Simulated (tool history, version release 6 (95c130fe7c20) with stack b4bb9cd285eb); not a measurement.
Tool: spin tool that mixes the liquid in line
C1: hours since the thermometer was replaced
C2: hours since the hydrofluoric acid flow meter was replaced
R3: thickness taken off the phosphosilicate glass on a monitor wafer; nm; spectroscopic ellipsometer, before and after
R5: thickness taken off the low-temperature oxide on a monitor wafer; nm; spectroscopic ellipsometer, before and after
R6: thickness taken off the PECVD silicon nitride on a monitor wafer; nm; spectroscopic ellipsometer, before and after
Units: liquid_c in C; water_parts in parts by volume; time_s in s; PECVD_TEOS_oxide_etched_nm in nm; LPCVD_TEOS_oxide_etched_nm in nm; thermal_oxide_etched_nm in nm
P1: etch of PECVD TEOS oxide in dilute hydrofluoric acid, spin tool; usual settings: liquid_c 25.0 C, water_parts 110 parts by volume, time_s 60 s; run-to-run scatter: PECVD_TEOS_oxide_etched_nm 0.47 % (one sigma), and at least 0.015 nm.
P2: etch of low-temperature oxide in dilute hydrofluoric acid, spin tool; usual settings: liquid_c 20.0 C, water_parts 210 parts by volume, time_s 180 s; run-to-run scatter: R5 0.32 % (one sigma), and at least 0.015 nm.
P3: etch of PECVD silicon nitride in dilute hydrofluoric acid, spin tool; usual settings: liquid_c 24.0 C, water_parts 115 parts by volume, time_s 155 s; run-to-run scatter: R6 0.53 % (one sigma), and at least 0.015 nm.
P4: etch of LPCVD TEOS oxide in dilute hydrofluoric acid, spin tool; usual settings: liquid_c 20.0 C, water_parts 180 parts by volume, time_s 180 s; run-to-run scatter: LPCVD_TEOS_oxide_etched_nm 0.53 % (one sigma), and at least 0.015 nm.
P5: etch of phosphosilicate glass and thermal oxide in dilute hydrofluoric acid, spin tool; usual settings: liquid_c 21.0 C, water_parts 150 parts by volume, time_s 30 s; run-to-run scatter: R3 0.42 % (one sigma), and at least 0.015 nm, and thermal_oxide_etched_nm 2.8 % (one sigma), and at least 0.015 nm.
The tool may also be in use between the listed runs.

run 1 hour=7.9 | process=P1 liquid_c=25.0 water_parts=110 time_s=60 | C1=205.3 C2=788.7 | PECVD_TEOS_oxide_etched_nm=4.9599
run 2 hour=13.2 | process=P4 liquid_c=20.0 water_parts=80 time_s=180 | C1=210.6 C2=794.0 | LPCVD_TEOS_oxide_etched_nm=54.7290
run 3 hour=19.0 | process=P5 liquid_c=21.0 water_parts=150 time_s=55 | C1=216.4 C2=799.8 | R3=58.768 thermal_oxide_etched_nm=1.38950
run 4 hour=27.3 | process=P1 liquid_c=25.0 water_parts=110 time_s=60 | C1=224.7 C2=808.1 | PECVD_TEOS_oxide_etched_nm=4.8823
run 5 hour=37.0 | process=P2 liquid_c=20.0 water_parts=55 time_s=180 | C1=234.4 C2=817.8 | R5=32.8480
run 6 hour=41.7 | process=P1 liquid_c=25.0 water_parts=190 time_s=90 | C1=239.1 C2=822.5 | PECVD_TEOS_oxide_etched_nm=3.8743
run 7 hour=46.2 | process=P4 liquid_c=20.0 water_parts=180 time_s=180 | C1=243.6 C2=827.0 | LPCVD_TEOS_oxide_etched_nm=21.5720
run 8 hour=50.8 | process=P1 liquid_c=25.0 water_parts=110 time_s=60 | C1=248.2 C2=831.6 | PECVD_TEOS_oxide_etched_nm=4.9577
run 9 hour=58.8 | process=P2 liquid_c=20.0 water_parts=210 time_s=300 | C1=256.2 C2=839.6 | R5=12.1190
run 10 hour=67.8 | process=P4 liquid_c=17.0 water_parts=180 time_s=180 | C1=265.2 C2=848.6 | LPCVD_TEOS_oxide_etched_nm=19.1250
run 11 hour=74.2 | process=P3 liquid_c=24.0 water_parts=60 time_s=155 | C1=271.6 C2=855.0 | R6=14.7420
run 12 hour=81.9 | process=P3 liquid_c=24.0 water_parts=115 time_s=155 | C1=279.3 C2=862.7 | R6=7.7422
run 13 hour=88.6 | process=P3 liquid_c=24.0 water_parts=115 time_s=285 | C1=286.0 C2=869.4 | R6=14.3070
run 14 hour=97.9 | process=P1 liquid_c=25.0 water_parts=110 time_s=15 | C1=295.3 C2=878.7 | PECVD_TEOS_oxide_etched_nm=1.2171
run 15 hour=107.4 | process=P5 liquid_c=21.0 water_parts=150 time_s=30 | C1=304.8 C2=888.2 | R3=32.322 thermal_oxide_etched_nm=0.77933
run 16 hour=115.8 | process=P1 liquid_c=21.0 water_parts=110 time_s=60 | C1=313.2 C2=896.6 | PECVD_TEOS_oxide_etched_nm=4.2160
run 17 hour=122.0 | process=P5 liquid_c=17.0 water_parts=150 time_s=30 | C1=319.4 C2=902.8 | R3=27.592 thermal_oxide_etched_nm=0.66817
run 18 hour=130.3 | process=P2 liquid_c=17.0 water_parts=210 time_s=180 | C1=327.7 C2=911.1 | R5=6.4970
run 19 hour=138.2 | process=P5 liquid_c=21.0 water_parts=240 time_s=30 | C1=335.6 C2=919.0 | R3=18.538 thermal_oxide_etched_nm=0.40742
run 20 hour=144.1 | process=P1 liquid_c=25.0 water_parts=35 time_s=60 | C1=341.5 C2=924.9 | PECVD_TEOS_oxide_etched_nm=17.1790
run 21 hour=151.4 | process=P4 liquid_c=20.0 water_parts=180 time_s=180 | C1=348.8 C2=932.2 | LPCVD_TEOS_oxide_etched_nm=21.7890
run 22 hour=156.8 | process=P3 liquid_c=17.0 water_parts=115 time_s=155 | C1=354.2 C2=937.6 | R6=4.8302
run 23 hour=161.8 | process=P5 liquid_c=21.0 water_parts=150 time_s=30 | C1=359.2 C2=942.6 | R3=32.172 thermal_oxide_etched_nm=0.77728
run 24 hour=170.2 | process=P3 liquid_c=24.0 water_parts=115 time_s=155 | C1=367.6 C2=951.0 | R6=7.7553
run 25 hour=178.8 | process=P2 liquid_c=20.0 water_parts=210 time_s=180 | C1=376.2 C2=959.6 | R5=7.2755
run 26 hour=188.3 | process=P1 liquid_c=32.5 water_parts=110 time_s=60 | C1=385.7 C2=969.1 | PECVD_TEOS_oxide_etched_nm=6.5632
run 27 hour=196.2 | process=P1 liquid_c=25.0 water_parts=175 time_s=60 | C1=393.6 C2=977.0 | PECVD_TEOS_oxide_etched_nm=2.8921
run 28 hour=201.2 | process=P1 liquid_c=25.0 water_parts=110 time_s=60 | C1=398.6 C2=982.0 | PECVD_TEOS_oxide_etched_nm=4.9907
run 29 hour=208.5 | process=P4 liquid_c=20.0 water_parts=180 time_s=80 | C1=405.9 C2=989.3 | LPCVD_TEOS_oxide_etched_nm=9.6271
run 30 hour=214.9 | process=P1 liquid_c=25.0 water_parts=110 time_s=115 | C1=412.3 C2=995.7 | PECVD_TEOS_oxide_etched_nm=9.4452
run 31 hour=220.3 | process=P1 liquid_c=25.0 water_parts=110 time_s=60 | C1=417.7 C2=1001.1 | PECVD_TEOS_oxide_etched_nm=4.9600
run 32 hour=228.7 | process=P1 liquid_c=25.0 water_parts=110 time_s=60 | C1=426.1 C2=1009.5 | PECVD_TEOS_oxide_etched_nm=5.1564
run 33 hour=238.1 | process=P1 liquid_c=25.0 water_parts=110 time_s=60 | C1=435.5 C2=1018.9 | PECVD_TEOS_oxide_etched_nm=5.2869
run 34 hour=243.2 | process=P1 liquid_c=25.0 water_parts=110 time_s=60 | C1=440.6 C2=1024.0 | PECVD_TEOS_oxide_etched_nm=5.3508
run 35 hour=251.3 | process=P1 liquid_c=25.0 water_parts=110 time_s=60 | C1=448.7 C2=1032.1 | PECVD_TEOS_oxide_etched_nm=5.3470
run 36 hour=256.5 | process=P1 liquid_c=25.0 water_parts=110 time_s=60 | C1=453.9 C2=1037.3 | PECVD_TEOS_oxide_etched_nm=5.3954
run 37 hour=265.7 | process=P1 liquid_c=25.0 water_parts=110 time_s=60 | C1=463.1 C2=1046.5 | PECVD_TEOS_oxide_etched_nm=5.3206
run 38 hour=271.0 | process=P1 liquid_c=25.0 water_parts=110 time_s=60 | C1=468.4 C2=1051.8 | PECVD_TEOS_oxide_etched_nm=5.3916

What P1 gives has crept away from where it was. These 2 causes fit the log equally well, each at the size given:
A: liquid hotter than its thermometer reads (K) = 2.37
B: hydrofluoric acid flow above the setpoint (%) = 8.38
The creep began at about hour 220.3.

4 check runs are offered, one wafer each, their results left as question marks. Which one tells the causes apart?
run check 1 hour=276.3 | process=P3 liquid_c=24.0 water_parts=115 time_s=155 | R6=?
run check 2 hour=276.3 | process=P2 liquid_c=20.0 water_parts=210 time_s=180 | R5=?
run check 3 hour=276.3 | process=P5 liquid_c=21.0 water_parts=150 time_s=30 | R3=? thermal_oxide_etched_nm=?
run check 4 hour=276.3 | process=P4 liquid_c=20.0 water_parts=180 time_s=180 | LPCVD_TEOS_oxide_etched_nm=?

What each check would give under each cause:
check=check_1 result=R6 if_A=9.0680 if_B=8.4198
check=check_2 result=R5 if_A=7.9772 if_B=8.0300
check=check_3 result=R3 if_A=35.431 if_B=35.454
check=check_3 result=thermal_oxide_etched_nm if_A=0.85217 if_B=0.85274
check=check_4 result=LPCVD_TEOS_oxide_etched_nm if_A=23.8500 if_B=23.9240
How far apart the two closest causes lie, in the result that separates them most: check 1 7.42 %; check 2 0.66 %; check 3 0.07 %; check 4 0.31 %
Check 1 tells the causes apart: in the others they would give nearly the same result.

Then check 1 was run and gave: R6 8.4300 nm. Which cause is it?

It is B: hydrofluoric acid flow above the setpoint (%).
